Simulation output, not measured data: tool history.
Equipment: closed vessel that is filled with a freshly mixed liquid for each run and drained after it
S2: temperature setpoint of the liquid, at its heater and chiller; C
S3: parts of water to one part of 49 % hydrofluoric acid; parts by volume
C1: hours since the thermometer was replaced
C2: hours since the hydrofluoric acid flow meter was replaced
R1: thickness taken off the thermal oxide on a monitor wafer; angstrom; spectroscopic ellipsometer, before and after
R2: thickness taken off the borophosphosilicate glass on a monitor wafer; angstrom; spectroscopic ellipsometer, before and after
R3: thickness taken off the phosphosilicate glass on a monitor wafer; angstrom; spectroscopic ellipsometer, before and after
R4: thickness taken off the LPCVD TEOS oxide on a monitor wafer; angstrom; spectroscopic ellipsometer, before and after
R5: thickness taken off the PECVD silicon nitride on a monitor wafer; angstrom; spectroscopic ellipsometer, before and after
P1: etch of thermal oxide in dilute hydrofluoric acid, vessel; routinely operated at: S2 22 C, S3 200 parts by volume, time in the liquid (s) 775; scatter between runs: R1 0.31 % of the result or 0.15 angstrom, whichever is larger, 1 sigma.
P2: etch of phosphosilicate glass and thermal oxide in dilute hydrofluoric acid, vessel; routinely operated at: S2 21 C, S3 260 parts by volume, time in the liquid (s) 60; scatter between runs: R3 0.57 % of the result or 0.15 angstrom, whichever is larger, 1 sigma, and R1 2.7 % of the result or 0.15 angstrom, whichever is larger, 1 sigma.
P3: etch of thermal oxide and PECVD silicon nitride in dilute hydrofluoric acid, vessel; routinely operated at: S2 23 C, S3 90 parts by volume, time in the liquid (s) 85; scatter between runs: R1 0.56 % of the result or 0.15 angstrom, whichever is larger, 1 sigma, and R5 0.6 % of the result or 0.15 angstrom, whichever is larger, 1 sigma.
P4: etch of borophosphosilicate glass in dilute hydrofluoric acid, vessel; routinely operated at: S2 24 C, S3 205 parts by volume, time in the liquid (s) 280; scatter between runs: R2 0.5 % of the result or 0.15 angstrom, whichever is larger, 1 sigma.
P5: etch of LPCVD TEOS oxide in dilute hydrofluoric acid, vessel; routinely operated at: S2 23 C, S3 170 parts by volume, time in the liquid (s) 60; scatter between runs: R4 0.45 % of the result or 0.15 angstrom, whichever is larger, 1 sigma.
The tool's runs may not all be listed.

Run 1, day 0.138: process that ran P1, S2 22 C, S3 200 parts by volume, time in the liquid (s) 775; C1 670.2; C2 1525.1. Result: R1 149.93 angstrom.
Run 2, day 0.275: process that ran P1, S2 22 C, S3 305 parts by volume, time in the liquid (s) 775; C1 673.5; C2 1528.4. Result: R1 88.886 angstrom.
Run 3, day 0.488: process that ran P4, S2 24 C, S3 205 parts by volume, time in the liquid (s) 280; C1 678.6; C2 1533.5. Result: R2 485.79 angstrom.
Run 4, day 0.629: process that ran P1, S2 18 C, S3 200 parts by volume, time in the liquid (s) 775; C1 682; C2 1536.9. Result: R1 127.91 angstrom.
Run 5, day 0.758: process that ran P4, S2 24 C, S3 50 parts by volume, time in the liquid (s) 280; C1 685.1; C2 1540. Result: R2 2382.7 angstrom.
Run 6, day 0.942: process that ran P2, S2 17 C, S3 260 parts by volume, time in the liquid (s) 60; C1 689.5; C2 1544.4. Result: R1 7.2131 angstrom, R3 164.46 angstrom.
Run 7, day 1.088: process that ran P5, S2 23 C, S3 105 parts by volume, time in the liquid (s) 60; C1 693; C2 1547.9. Result: R4 93.801 angstrom.
Run 8, day 1.267: process that ran P4, S2 17 C, S3 205 parts by volume, time in the liquid (s) 280; C1 697.3; C2 1552.2. Result: R2 369.94 angstrom.
Run 9, day 1.392: process that ran P2, S2 21 C, S3 260 parts by volume, time in the liquid (s) 85; C1 700.3; C2 1555.2. Result: R1 11.217 angstrom, R3 271.08 angstrom.
Run 10, day 1.646: process that ran P5, S2 23 C, S3 170 parts by volume, time in the liquid (s) 60; C1 706.4; C2 1561.3. Result: R4 54.237 angstrom.
Run 11, day 1.804: process that ran P4, S2 24 C, S3 205 parts by volume, time in the liquid (s) 35; C1 710.2; C2 1565.1. Result: R2 61.171 angstrom.
Run 12, day 1.954: process that ran P1, S2 26 C, S3 200 parts by volume, time in the liquid (s) 775; C1 713.8; C2 1568.7. Result: R1 173.14 angstrom.
Run 13, day 2.158: process that ran P1, S2 22 C, S3 200 parts by volume, time in the liquid (s) 1240; C1 718.7; C2 1573.6. Result: R1 239.26 angstrom.
Run 14, day 2.317: process that ran P3, S2 23 C, S3 90 parts by volume, time in the liquid (s) 30; C1 722.5; C2 1577.4. Result: R1 15.743 angstrom, R5 15.666 angstrom.
Run 15, day 2.508: process that ran P5, S2 23 C, S3 170 parts by volume, time in the liquid (s) 60; C1 727.1; C2 1582. Result: R4 54.243 angstrom.
Run 16, day 2.625: process that ran P1, S2 22 C, S3 200 parts by volume, time in the liquid (s) 775; C1 729.9; C2 1584.8. Result: R1 150.2 angstrom.
Run 17, day 2.767: process that ran P3, S2 23 C, S3 130 parts by volume, time in the liquid (s) 85; C1 733.3; C2 1588.2. Result: R1 29.275 angstrom, R5 31.24 angstrom.
Run 18, day 2.971: process that ran P1, S2 22 C, S3 200 parts by volume, time in the liquid (s) 775; C1 738.2; C2 1593.1. Result: R1 149.98 angstrom.
Run 19, day 3.225: process that ran P4, S2 24 C, S3 205 parts by volume, time in the liquid (s) 280; C1 744.3; C2 1599.2. Result: R2 489.5 angstrom.
Run 20, day 3.446: process that ran P3, S2 26.5 C, S3 90 parts by volume, time in the liquid (s) 85; C1 749.6; C2 1604.5. Result: R1 50.389 angstrom, R5 55.416 angstrom.
Run 21, day 3.567: process that ran P1, S2 22 C, S3 70 parts by volume, time in the liquid (s) 775; C1 752.5; C2 1607.4. Result: R1 493.96 angstrom.
Run 22, day 3.833: process that ran P1, S2 22 C, S3 200 parts by volume, time in the liquid (s) 775; C1 758.9; C2 1613.8. Result: R1 149.11 angstrom.
Run 23, day 4.046: process that ran P2, S2 21 C, S3 260 parts by volume, time in the liquid (s) 60; C1 764; C2 1618.9. Result: R1 8.2311 angstrom, R3 191.86 angstrom.
Run 24, day 4.262: process that ran P2, S2 21 C, S3 60 parts by volume, time in the liquid (s) 60; C1 769.2; C2 1624.1. Result: R1 43.594 angstrom, R3 1016.3 angstrom.
Run 25, day 4.504: process that ran P1, S2 22 C, S3 200 parts by volume, time in the liquid (s) 775; C1 775; C2 1629.9. Result: R1 150.2 angstrom.
Run 26, day 4.638: process that ran P5, S2 23 C, S3 170 parts by volume, time in the liquid (s) 30; C1 778.2; C2 1633.1. Result: R4 27.403 angstrom.

The next listed run, before its measurement:
Run 27, day 4.817: process that ran P5, S2 26.5 C, S3 170 parts by volume, time in the liquid (s) 60; C1 782.5; C2 1637.4. Result: R4 ?.

Run 27 came out at R4 61.427 angstrom.

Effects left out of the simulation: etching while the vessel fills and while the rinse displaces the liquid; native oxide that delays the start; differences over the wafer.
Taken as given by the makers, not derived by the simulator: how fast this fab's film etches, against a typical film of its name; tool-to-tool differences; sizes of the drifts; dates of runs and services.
